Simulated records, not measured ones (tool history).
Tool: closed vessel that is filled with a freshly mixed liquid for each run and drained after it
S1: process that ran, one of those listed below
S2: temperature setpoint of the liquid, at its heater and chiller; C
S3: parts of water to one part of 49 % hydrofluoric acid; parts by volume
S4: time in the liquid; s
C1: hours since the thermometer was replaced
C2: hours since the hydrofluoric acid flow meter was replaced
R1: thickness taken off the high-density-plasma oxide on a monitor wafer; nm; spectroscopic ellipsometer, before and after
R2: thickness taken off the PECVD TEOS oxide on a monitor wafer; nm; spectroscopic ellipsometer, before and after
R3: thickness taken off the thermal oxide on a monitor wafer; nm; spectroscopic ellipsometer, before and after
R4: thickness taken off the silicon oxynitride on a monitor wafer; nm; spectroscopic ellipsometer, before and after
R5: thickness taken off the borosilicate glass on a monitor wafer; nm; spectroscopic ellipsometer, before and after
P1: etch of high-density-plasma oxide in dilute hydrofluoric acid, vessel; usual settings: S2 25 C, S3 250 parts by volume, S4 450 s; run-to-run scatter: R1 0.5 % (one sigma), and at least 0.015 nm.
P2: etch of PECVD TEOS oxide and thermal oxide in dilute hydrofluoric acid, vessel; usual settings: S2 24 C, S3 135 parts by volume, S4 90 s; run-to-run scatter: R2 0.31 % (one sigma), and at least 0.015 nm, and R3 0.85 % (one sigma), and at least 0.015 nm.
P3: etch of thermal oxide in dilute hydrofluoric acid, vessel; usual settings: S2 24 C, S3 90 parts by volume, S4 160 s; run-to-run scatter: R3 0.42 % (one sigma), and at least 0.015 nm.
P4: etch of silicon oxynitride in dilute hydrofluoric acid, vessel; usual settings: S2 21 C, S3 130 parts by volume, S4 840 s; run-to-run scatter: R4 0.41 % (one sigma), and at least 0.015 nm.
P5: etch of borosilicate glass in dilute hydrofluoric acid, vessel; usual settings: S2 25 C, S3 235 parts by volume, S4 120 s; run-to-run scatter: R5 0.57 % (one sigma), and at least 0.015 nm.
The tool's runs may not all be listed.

run	day	S1	S2	S3	S4	C1	C2	R1	R2	R3	R4	R5
1	0.5	P1	25	250	450	114.6	865.6	10.03				
2	0.908	P2	17	135	90	124.4	875.4		8.5168	2.4667		
3	1.367	P2	24	135	140	135.4	886.4		17.468	4.8866		
4	1.846	P2	24	195	90	146.9	897.9		7.3249	2.0522		
5	2.15	P1	25	250	450	154.2	905.2	9.9398				
6	2.504	P3	24	155	160	162.7	913.7			4.4421		
7	2.938	P4	21	130	395	173.1	924.1				9.3783	
8	3.429	P5	28.5	235	120	184.9	935.9					19.332
9	3.829	P3	24	90	160	194.5	945.5			8.2428		
10	4.204	P5	25	75	120	203.5	954.5					64.129
11	4.679	P1	25	250	450	214.9	965.9	10.011				
12	5.212	P1	17.5	150	450	227.7	978.7	13.908				
13	5.512	P1	25	60	450	234.9	985.9	51.769				
14	5.946	P1	25	250	450	245.3	996.3	10.003				
15	6.408	P1	25	250	450	256.4	1007.4	10.042				
16	6.925	P2	24	135	90	268.8	1019.8		11.22	3.2433		
17	7.212	P1	25	250	775	275.7	1026.7	17.258				
18	7.621	P3	24	90	35	285.5	1036.5			1.8378		
19	7.958	P4	21	240	840	293.6	1044.6				9.9659	
20	8.392	P1	21	250	450	304	1055	8.6535				
21	8.708	P5	25	235	120	311.6	1062.6					17.021
22	9.021	P1	25	340	450	319.1	1070.1	6.7155				
23	9.342	P4	17	130	840	326.8	1077.8				16.579	
24	9.8	P3	24	90	160	337.8	1088.8			8.2531		
25	10.108	P1	25	250	450	345.2	1096.2	9.8631				
26	10.425	P4	21	130	840	352.8	1103.8				19.981	
27	10.921	P3	17	90	160	364.7	1115.7			6.2609		
28	11.192	P1	25	250	130	371.2	1122.2	2.8693				
29	11.508	P5	25	235	120	378.8	1129.8					16.909
30	11.862	P5	25	235	225	387.3	1138.3					31.925
31	12.321	P1	33.5	250	450	398.3	1149.3	13.297				
32	12.6	P1	25	250	450	405	1156	9.9904				
33	13.067	P1	25	250	450	416.2	1167.2	10.225				
34	13.471	P1	25	250	450	425.9	1176.9	10.382				
35	13.846	P1	25	250	450	434.9	1185.9	10.514				
36	14.312	P1	25	250	450	446.1	1197.1	10.502				
37	14.717	P1	25	250	450	455.8	1206.8	10.577				
38	15.138	P1	25	250	450	465.9	1216.9	10.628				
39	15.538	P1	25	250	450	475.5	1226.5	10.725				
40	15.825	P1	25	250	450	482.4	1233.4	10.739				
41	16.288	P1	25	250	450	493.5	1244.5	10.734				
42	16.775	P1	25	250	450	505.2	1256.2	10.738				

What P1 gives has crept away from where it was. These 2 causes fit the log equally well, each at the size given:
A: hydrofluoric acid flow above the setpoint (%) = 5.42
B: liquid hotter than its thermometer reads (K) = 1.9
The creep began at about day 12.6.

4 check runs are offered, one wafer each, their results left as question marks. Which one tells the causes apart?
check 1	17.262	P5	25	235	215							?
check 2	17.262	P4	17	130	840						?	
check 3	17.262	P3	24	150	160					?		
check 4	17.262	P2	24	190	90				?	?		

What each check would give under each cause:
check	result	if A	if B
check 1	R5	32.506	32.554
check 2	R4	17.418	18.06
check 3	R3	4.9386	4.9898
check 4	R2	8.0199	8.0721
check 4	R3	2.2865	2.3014
How far apart the two closest causes lie, in the result that separates them most: check 1 0.15 %; check 2 3.62 %; check 3 1.03 %; check 4 0.65 %
Check 2 tells the causes apart: in the others they would give nearly the same result.

Then check 2 was run and gave: R4 18.094 nm. Which cause is it?

It is B: liquid hotter than its thermometer reads (K).

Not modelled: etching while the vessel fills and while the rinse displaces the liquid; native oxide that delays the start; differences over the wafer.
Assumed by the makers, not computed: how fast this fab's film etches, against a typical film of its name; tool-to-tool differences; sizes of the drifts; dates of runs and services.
